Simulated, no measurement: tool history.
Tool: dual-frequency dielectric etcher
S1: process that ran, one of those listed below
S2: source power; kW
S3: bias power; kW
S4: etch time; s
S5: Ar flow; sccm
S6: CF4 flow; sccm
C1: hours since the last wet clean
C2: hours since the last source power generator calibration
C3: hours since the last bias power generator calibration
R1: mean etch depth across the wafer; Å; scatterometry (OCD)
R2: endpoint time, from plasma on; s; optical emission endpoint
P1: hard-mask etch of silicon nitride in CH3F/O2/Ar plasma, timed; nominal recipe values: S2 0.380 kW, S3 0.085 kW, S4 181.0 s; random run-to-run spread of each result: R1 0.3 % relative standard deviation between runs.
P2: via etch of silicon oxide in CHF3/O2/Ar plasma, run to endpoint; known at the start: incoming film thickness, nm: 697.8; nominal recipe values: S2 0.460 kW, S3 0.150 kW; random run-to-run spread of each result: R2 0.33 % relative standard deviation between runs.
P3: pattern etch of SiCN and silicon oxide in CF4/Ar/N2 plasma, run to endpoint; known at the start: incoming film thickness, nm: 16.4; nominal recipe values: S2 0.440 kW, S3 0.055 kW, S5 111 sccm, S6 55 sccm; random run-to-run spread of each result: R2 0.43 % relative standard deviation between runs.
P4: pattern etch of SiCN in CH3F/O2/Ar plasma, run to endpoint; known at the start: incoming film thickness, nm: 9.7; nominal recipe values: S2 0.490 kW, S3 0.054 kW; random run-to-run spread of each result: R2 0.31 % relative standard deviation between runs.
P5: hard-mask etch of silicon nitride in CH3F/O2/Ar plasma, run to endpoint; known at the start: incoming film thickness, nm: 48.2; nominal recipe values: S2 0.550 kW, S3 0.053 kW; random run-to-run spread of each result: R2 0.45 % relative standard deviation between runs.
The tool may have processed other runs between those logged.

| run | hour | S1 | S2 | S3 | S4 | S5 | S6 | C1 | C2 | C3 | R1 | R2 |
|---|---|---|---|---|---|---|---|---|---|---|---|---|
| 1 | 17.8 | P1 | 0.380 | 0.085 | 181.0 |  |  | 330.1 | 1896.6 | 2967.9 | 1292.60 |  |
| 2 | 36.7 | P2 | 0.460 | 0.178 |  |  |  | 349.0 | 1915.5 | 2986.8 |  | 403.480 |
| 3 | 53.9 | P2 | 0.460 | 0.150 |  |  |  | 366.2 | 1932.7 | 3004.0 |  | 427.210 |
| 4 | 66.2 | P3 | 0.440 | 0.055 |  | 111 | 55 | 378.5 | 1945.0 | 3016.3 |  | 22.132 |
| 5 | 83.5 | P1 | 0.380 | 0.085 | 181.0 |  |  | 395.8 | 1962.3 | 3033.6 | 1300.10 |  |
| 6 | 102.0 | P3 | 0.440 | 0.055 |  | 111 | 40 | 414.3 | 1980.8 | 3052.1 |  | 23.561 |
| 7 | 112.2 | P3 | 0.350 | 0.055 |  | 111 | 55 | 424.5 | 1991.0 | 3062.3 |  | 27.251 |
| 8 | 122.0 | P5 | 0.550 | 0.070 |  |  |  | 434.3 | 2000.8 | 3072.1 |  | 63.827 |
| 9 | 133.3 | P1 | 0.380 | 0.085 | 181.0 |  |  | 445.6 | 2012.1 | 3083.4 | 1306.90 |  |
| 10 | 152.4 | P3 | 0.440 | 0.055 |  | 81 | 55 | 464.7 | 2031.2 | 3102.5 |  | 21.016 |
| 11 | 170.2 | P1 | 0.380 | 0.085 | 114.5 |  |  | 482.5 | 2049.0 | 3120.3 | 821.94 |  |
| 12 | 187.4 | P4 | 0.390 | 0.054 |  |  |  | 499.7 | 2066.2 | 3137.5 |  | 28.553 |
| 13 | 199.7 | P1 | 0.510 | 0.085 | 181.0 |  |  | 512.0 | 2078.5 | 3149.8 | 1443.70 |  |
| 14 | 218.1 | P1 | 0.510 | 0.060 | 181.0 |  |  | 530.4 | 2096.9 | 3168.2 | 1284.50 |  |
| 15 | 229.9 | P1 | 0.380 | 0.116 | 181.0 |  |  | 542.2 | 2108.7 | 3180.0 | 1460.60 |  |
| 16 | 238.8 | P1 | 0.380 | 0.085 | 258.5 |  |  | 551.1 | 2117.6 | 3188.9 | 1851.70 |  |
| 17 | 252.7 | P1 | 0.380 | 0.085 | 181.0 |  |  | 565.0 | 2131.5 | 3202.8 | 1300.10 |  |
| 18 | 270.3 | P1 | 0.380 | 0.055 | 181.0 |  |  | 582.6 | 2149.1 | 3220.4 | 1120.60 |  |
| 19 | 282.2 | P4 | 0.490 | 0.041 |  |  |  | 594.5 | 2161.0 | 3232.3 |  | 28.408 |
| 20 | 292.0 | P1 | 0.220 | 0.085 | 123.5 |  |  | 604.3 | 2170.8 | 3242.1 | 723.45 |  |
| 21 | 304.5 | P2 | 0.270 | 0.150 |  |  |  | 616.8 | 2183.3 | 3254.6 |  | 525.160 |
| 22 | 317.8 | P2 | 0.460 | 0.150 |  |  |  | 630.1 | 2196.6 | 3267.9 |  | 431.360 |
| 23 | 329.2 | P1 | 0.240 | 0.054 | 181.0 |  |  | 641.5 | 2208.0 | 3279.3 | 929.54 |  |
| 24 | 337.8 | P1 | 0.270 | 0.085 | 181.0 |  |  | 650.1 | 2216.6 | 3287.9 | 1146.40 |  |
| 25 | 356.5 | P5 | 0.550 | 0.053 |  |  |  | 668.8 | 2235.3 | 3306.6 |  | 70.008 |
| 26 | 374.3 | P5 | 0.690 | 0.053 |  |  |  | 686.6 | 2253.1 | 3324.4 |  | 64.175 |
| 27 | 389.5 | P3 | 0.440 | 0.070 |  | 111 | 55 | 701.8 | 2268.3 | 3339.6 |  | 20.537 |
| 28 | 404.5 | P4 | 0.490 | 0.054 |  |  |  | 716.8 | 2283.3 | 3354.6 |  | 26.103 |
| 29 | 422.8 | P1 | 0.380 | 0.085 | 181.0 |  |  | 735.1 | 2301.6 | 3372.9 | 1300.10 |  |
| 30 | 433.2 | P1 | 0.380 | 0.085 | 181.0 |  |  | 745.5 | 2312.0 | 3383.3 | 1292.80 |  |
| 31 | 449.5 | P1 | 0.380 | 0.085 | 181.0 |  |  | 761.8 | 2328.3 | 3399.6 | 1302.40 |  |
| 32 | 458.0 | P1 | 0.380 | 0.085 | 181.0 |  |  | 770.3 | 2336.8 | 3408.1 | 1305.90 |  |
| 33 | 475.2 | P1 | 0.380 | 0.085 | 181.0 |  |  | 787.5 | 2354.0 | 3425.3 | 1306.70 |  |
|  | 481.7 | wet clean of the chamber |
| 34 | 494.1 | P1 | 0.380 | 0.085 | 181.0 |  |  | 12.4 | 2372.9 | 3444.2 | 1315.40 |  |
| 35 | 505.9 | P1 | 0.380 | 0.085 | 181.0 |  |  | 24.2 | 2384.7 | 3456.0 | 1318.20 |  |
| 36 | 523.3 | P1 | 0.380 | 0.085 | 181.0 |  |  | 41.6 | 2402.1 | 3473.4 | 1314.00 |  |
| 37 | 540.7 | P1 | 0.380 | 0.085 | 181.0 |  |  | 59.0 | 2419.5 | 3490.8 | 1311.30 |  |
| 38 | 559.4 | P1 | 0.380 | 0.085 | 181.0 |  |  | 77.7 | 2438.2 | 3509.5 | 1312.60 |  |
| 39 | 570.5 | P1 | 0.380 | 0.085 | 181.0 |  |  | 88.8 | 2449.3 | 3520.6 | 1316.50 |  |

The log shows P1 creeping away from where it was. Any of the 2 causes listed here, at the size stated for it, fits the log just as well as the others:
A: source power that arrives over what is set, % = 4.06
B: bias power that arrives over what is set, % = 4.25
The creep began at about hour 422.8.
Excluded causes, each with its reason:
chamber walls in a state that raises the etch rate, %: was serviced at hour 481.7, once the creep was under way, yet the earlier output never came back

Which of the 4 check runs listed below, each an average over 3 wafers with its results shown as question marks, gives clearly different results under the different listed causes?
| check 1 | 581.6 | P4 | 0.490 | 0.054 |  |  |  |  |  |  |  | ? |
| check 2 | 581.6 | P3 | 0.440 | 0.055 |  | 111 | 55 |  |  |  |  | ? |
| check 3 | 581.6 | P5 | 0.550 | 0.053 |  |  |  |  |  |  |  | ? |
| check 4 | 581.6 | P2 | 0.460 | 0.150 |  |  |  |  |  |  |  | ? |

Predicted outcomes, by check and by cause:
| check | result | if A | if B |
|---|---|---|---|
| check 1 | R2 | 25.706 | 25.752 |
| check 2 | R2 | 21.451 | 21.907 |
| check 3 | R2 | 69.068 | 69.252 |
| check 4 | R2 | 421.320 | 421.960 |
Separation of the two closest causes in each check, using whichever result separates them best: check 1 0.18 %; check 2 2.1 %; check 3 0.27 %; check 4 0.15 %
Check 2 is the one run that separates the causes; every other check would come out nearly the same whichever cause is at work.

Check 2 was then run and gave: R2 21.498 s. Which cause is it?

Of the candidate causes, it is A: source power that arrives over what is set, %.

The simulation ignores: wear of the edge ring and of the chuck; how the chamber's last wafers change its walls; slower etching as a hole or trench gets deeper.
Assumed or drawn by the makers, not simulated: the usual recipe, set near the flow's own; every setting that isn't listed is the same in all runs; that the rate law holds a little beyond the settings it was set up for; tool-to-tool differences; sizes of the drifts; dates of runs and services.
